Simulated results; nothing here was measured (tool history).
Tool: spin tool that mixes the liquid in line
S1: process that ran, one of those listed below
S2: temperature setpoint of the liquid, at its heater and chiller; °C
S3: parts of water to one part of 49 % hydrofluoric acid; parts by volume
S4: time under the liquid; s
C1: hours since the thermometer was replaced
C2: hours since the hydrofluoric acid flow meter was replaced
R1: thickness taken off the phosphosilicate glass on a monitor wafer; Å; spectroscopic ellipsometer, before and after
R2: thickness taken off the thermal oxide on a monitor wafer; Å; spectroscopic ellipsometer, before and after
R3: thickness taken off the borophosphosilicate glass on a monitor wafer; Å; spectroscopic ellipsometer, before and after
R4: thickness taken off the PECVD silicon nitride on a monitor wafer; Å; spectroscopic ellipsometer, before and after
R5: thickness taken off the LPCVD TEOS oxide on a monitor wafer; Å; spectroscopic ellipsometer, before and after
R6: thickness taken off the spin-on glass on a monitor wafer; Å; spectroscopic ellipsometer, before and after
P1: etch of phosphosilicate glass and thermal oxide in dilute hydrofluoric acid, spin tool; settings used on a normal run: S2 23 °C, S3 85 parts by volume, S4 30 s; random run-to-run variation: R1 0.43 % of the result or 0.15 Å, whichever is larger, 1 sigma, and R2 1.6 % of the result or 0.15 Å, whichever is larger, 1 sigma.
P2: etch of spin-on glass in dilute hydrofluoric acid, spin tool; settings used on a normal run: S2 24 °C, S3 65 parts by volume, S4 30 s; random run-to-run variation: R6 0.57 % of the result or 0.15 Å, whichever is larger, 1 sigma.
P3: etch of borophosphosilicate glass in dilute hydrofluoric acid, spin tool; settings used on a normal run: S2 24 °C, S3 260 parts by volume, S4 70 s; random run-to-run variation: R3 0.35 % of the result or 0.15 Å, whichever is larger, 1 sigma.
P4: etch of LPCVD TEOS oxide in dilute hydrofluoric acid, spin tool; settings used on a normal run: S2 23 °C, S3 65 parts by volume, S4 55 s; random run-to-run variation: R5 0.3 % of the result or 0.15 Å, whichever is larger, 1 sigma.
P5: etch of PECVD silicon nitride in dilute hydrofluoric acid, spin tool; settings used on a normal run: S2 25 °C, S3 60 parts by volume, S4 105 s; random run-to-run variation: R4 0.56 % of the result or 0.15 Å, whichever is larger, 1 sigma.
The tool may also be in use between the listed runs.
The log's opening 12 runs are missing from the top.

Run 13, hour 137.2: S1 P1, S2 23 °C, S3 85 parts by volume, S4 60 s; C1 1465.9; C2 50.4. Result: R1 1043.5 Å, R2 30.914 Å.
Run 14, hour 145: S1 P3, S2 32 °C, S3 260 parts by volume, S4 70 s; C1 1473.7; C2 58.2. Result: R3 136.04 Å.
Run 15, hour 157: S1 P1, S2 23 °C, S3 85 parts by volume, S4 30 s; C1 1485.7; C2 70.2. Result: R1 520.82 Å, R2 15.397 Å.
Run 16, hour 169: S1 P1, S2 17 °C, S3 85 parts by volume, S4 30 s; C1 1497.7; C2 82.2. Result: R1 407.96 Å, R2 12.31 Å.
Run 17, hour 177.5: S1 P1, S2 23 °C, S3 135 parts by volume, S4 30 s; C1 1506.2; C2 90.7. Result: R1 310.15 Å, R2 9.2317 Å.
Run 18, hour 190.1: S1 P5, S2 25 °C, S3 60 parts by volume, S4 15 s; C1 1518.8; C2 103.3. Result: R4 11.887 Å.
Run 19, hour 203.2: S1 P4, S2 23 °C, S3 65 parts by volume, S4 25 s; C1 1531.9; C2 116.4. Result: R5 80.062 Å.
Run 20, hour 213.4: S1 P2, S2 24 °C, S3 105 parts by volume, S4 30 s; C1 1542.1; C2 126.6. Result: R6 100.68 Å.
Run 21, hour 223: S1 P2, S2 24 °C, S3 65 parts by volume, S4 30 s; C1 1551.7; C2 136.2. Result: R6 169.77 Å.
Run 22, hour 236.4: S1 P2, S2 17.5 °C, S3 65 parts by volume, S4 30 s; C1 1565.1; C2 149.6. Result: R6 130.22 Å.
Run 23, hour 247.9: S1 P4, S2 23 °C, S3 20 parts by volume, S4 55 s; C1 1576.6; C2 161.1. Result: R5 609.14 Å.
Run 24, hour 255.6: S1 P2, S2 24 °C, S3 65 parts by volume, S4 30 s; C1 1584.3; C2 168.8. Result: R6 171.1 Å.
Run 25, hour 261.7: S1 P1, S2 17 °C, S3 85 parts by volume, S4 15 s; C1 1590.4; C2 174.9. Result: R1 204.13 Å, R2 6.1314 Å.
Run 26, hour 269.6: S1 P4, S2 23 °C, S3 65 parts by volume, S4 55 s; C1 1598.3; C2 182.8. Result: R5 176.38 Å.
Run 27, hour 276.8: S1 P1, S2 23 °C, S3 85 parts by volume, S4 30 s; C1 1605.5; C2 190. Result: R1 521.35 Å, R2 15.914 Å.
Run 28, hour 284.8: S1 P1, S2 28.5 °C, S3 85 parts by volume, S4 30 s; C1 1613.5; C2 198. Result: R1 650.32 Å, R2 19.396 Å.
Run 29, hour 294: S1 P1, S2 18 °C, S3 85 parts by volume, S4 15 s; C1 1622.7; C2 207.2. Result: R1 211.55 Å, R2 6.2749 Å.
Run 30, hour 300.4: S1 P1, S2 23 °C, S3 85 parts by volume, S4 30 s; C1 1629.1; C2 213.6. Result: R1 524.16 Å, R2 15.932 Å.
Run 31, hour 309.7: S1 P3, S2 24 °C, S3 260 parts by volume, S4 125 s; C1 1638.4; C2 222.9. Result: R3 185.46 Å.
Run 32, hour 319.1: S1 P1, S2 23 °C, S3 40 parts by volume, S4 30 s; C1 1647.8; C2 232.3. Result: R1 1183.1 Å, R2 36.052 Å.
Run 33, hour 326.6: S1 P1, S2 23 °C, S3 85 parts by volume, S4 30 s; C1 1655.3; C2 239.8. Result: R1 520.02 Å, R2 15.794 Å.
Run 34, hour 338.8: S1 P1, S2 23 °C, S3 85 parts by volume, S4 30 s; C1 1667.5; C2 252. Result: R1 537.77 Å, R2 16.124 Å.
Run 35, hour 346.2: S1 P1, S2 23 °C, S3 85 parts by volume, S4 30 s; C1 1674.9; C2 259.4. Result: R1 545.45 Å, R2 16.17 Å.

Run 36, settings as shown, results not yet in. Your forecast:
Run 36, hour 353.3: S1 P1, S2 23 °C, S3 85 parts by volume, S4 30 s; C1 1682; C2 266.5. Result: R1 ?, R2 ?.

R1: 549.58 Å
R2: 16.609 Å

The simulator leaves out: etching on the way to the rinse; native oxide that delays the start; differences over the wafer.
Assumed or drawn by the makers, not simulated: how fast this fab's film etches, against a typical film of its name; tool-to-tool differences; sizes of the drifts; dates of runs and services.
